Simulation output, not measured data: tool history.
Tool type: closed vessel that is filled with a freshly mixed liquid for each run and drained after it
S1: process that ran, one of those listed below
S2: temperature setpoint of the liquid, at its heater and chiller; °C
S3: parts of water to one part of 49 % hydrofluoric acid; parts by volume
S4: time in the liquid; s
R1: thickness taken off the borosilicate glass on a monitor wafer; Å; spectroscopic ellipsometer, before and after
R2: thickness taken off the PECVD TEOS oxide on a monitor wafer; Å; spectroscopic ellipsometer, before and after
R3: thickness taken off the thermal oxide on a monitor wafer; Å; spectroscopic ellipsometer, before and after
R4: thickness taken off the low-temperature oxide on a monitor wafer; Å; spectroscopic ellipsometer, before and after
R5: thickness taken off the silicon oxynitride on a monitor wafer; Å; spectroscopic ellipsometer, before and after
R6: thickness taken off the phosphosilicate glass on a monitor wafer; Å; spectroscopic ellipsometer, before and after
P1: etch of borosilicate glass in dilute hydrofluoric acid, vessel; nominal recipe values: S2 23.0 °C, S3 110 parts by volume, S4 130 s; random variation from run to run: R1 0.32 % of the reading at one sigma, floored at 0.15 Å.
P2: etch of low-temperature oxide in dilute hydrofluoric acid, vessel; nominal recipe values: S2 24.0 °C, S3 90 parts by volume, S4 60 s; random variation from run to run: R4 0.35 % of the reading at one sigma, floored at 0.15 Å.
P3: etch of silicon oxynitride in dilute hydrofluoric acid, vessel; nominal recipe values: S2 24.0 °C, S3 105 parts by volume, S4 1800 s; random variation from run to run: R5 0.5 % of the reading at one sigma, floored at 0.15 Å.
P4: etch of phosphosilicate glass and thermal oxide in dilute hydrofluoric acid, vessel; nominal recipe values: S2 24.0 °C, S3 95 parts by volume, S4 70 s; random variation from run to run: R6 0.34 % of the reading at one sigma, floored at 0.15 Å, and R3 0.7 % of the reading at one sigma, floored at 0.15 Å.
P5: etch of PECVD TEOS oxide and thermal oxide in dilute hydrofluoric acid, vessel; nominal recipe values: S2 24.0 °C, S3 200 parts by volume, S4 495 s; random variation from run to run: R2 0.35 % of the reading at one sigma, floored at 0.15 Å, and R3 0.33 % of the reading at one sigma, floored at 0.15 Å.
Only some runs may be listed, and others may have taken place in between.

run 1 hour=5.1 | S1=P1 S2=23.0 S3=110 S4=130 | R1=343.250
run 2 hour=12.6 | S1=P1 S2=28.0 S3=160 S4=130 | R1=267.630
run 3 hour=20.8 | S1=P5 S2=17.0 S3=200 S4=495 | R2=453.550 R3=78.1470
run 4 hour=30.5 | S1=P2 S2=31.5 S3=90 S4=60 | R4=293.00
run 5 hour=39.5 | S1=P1 S2=27.0 S3=35 S4=130 | R1=1388.100
run 6 hour=44.7 | S1=P1 S2=23.0 S3=110 S4=260 | R1=683.030
run 7 hour=54.4 | S1=P3 S2=17.0 S3=105 S4=1800 | R5=172.630
run 8 hour=59.9 | S1=P4 S2=24.0 S3=95 S4=30 | R3=14.0140 R6=244.69
run 9 hour=67.8 | S1=P5 S2=24.0 S3=200 S4=495 | R2=595.820 R3=103.4900
-- hour=68.9 hydrofluoric acid flow meter replaced
run 10 hour=72.8 | S1=P2 S2=24.0 S3=90 S4=60 | R4=218.92
run 11 hour=77.4 | S1=P1 S2=23.0 S3=110 S4=35 | R1=92.631
run 12 hour=85.3 | S1=P4 S2=24.0 S3=95 S4=70 | R3=33.2190 R6=570.89
run 13 hour=91.8 | S1=P1 S2=23.0 S3=30 S4=130 | R1=1386.500
run 14 hour=101.4 | S1=P2 S2=24.0 S3=40 S4=60 | R4=524.28
run 15 hour=110.4 | S1=P1 S2=23.0 S3=35 S4=185 | R1=1681.900
run 16 hour=117.0 | S1=P3 S2=24.0 S3=25 S4=1800 | R5=1094.700
run 17 hour=127.2 | S1=P4 S2=24.0 S3=170 S4=70 | R3=17.0420 R6=290.69
run 18 hour=134.9 | S1=P1 S2=17.0 S3=110 S4=130 | R1=267.810
run 19 hour=142.8 | S1=P3 S2=24.0 S3=105 S4=585 | R5=79.191
run 20 hour=150.0 | S1=P4 S2=18.5 S3=95 S4=70 | R3=26.1860 R6=457.53
run 21 hour=155.1 | S1=P1 S2=30.0 S3=110 S4=130 | R1=449.780
run 22 hour=164.1 | S1=P1 S2=23.0 S3=180 S4=130 | R1=192.910
-- hour=166.7 thermometer replaced
run 23 hour=168.6 | S1=P5 S2=24.0 S3=35 S4=495 | R2=4105.000 R3=724.9800
run 24 hour=174.2 | S1=P3 S2=24.0 S3=105 S4=1800 | R5=245.010
run 25 hour=183.6 | S1=P1 S2=23.0 S3=110 S4=130 | R1=343.340
run 26 hour=188.4 | S1=P5 S2=24.0 S3=200 S4=40 | R2=48.277 R3=7.9999
run 27 hour=198.1 | S1=P1 S2=23.0 S3=110 S4=130 | R1=339.580
run 28 hour=205.0 | S1=P1 S2=23.0 S3=110 S4=130 | R1=342.640

The next listed run, before its measurement:
run 29 hour=213.9 | S1=P1 S2=23.0 S3=110 S4=130 | R1=?

R1: 342.420 Å

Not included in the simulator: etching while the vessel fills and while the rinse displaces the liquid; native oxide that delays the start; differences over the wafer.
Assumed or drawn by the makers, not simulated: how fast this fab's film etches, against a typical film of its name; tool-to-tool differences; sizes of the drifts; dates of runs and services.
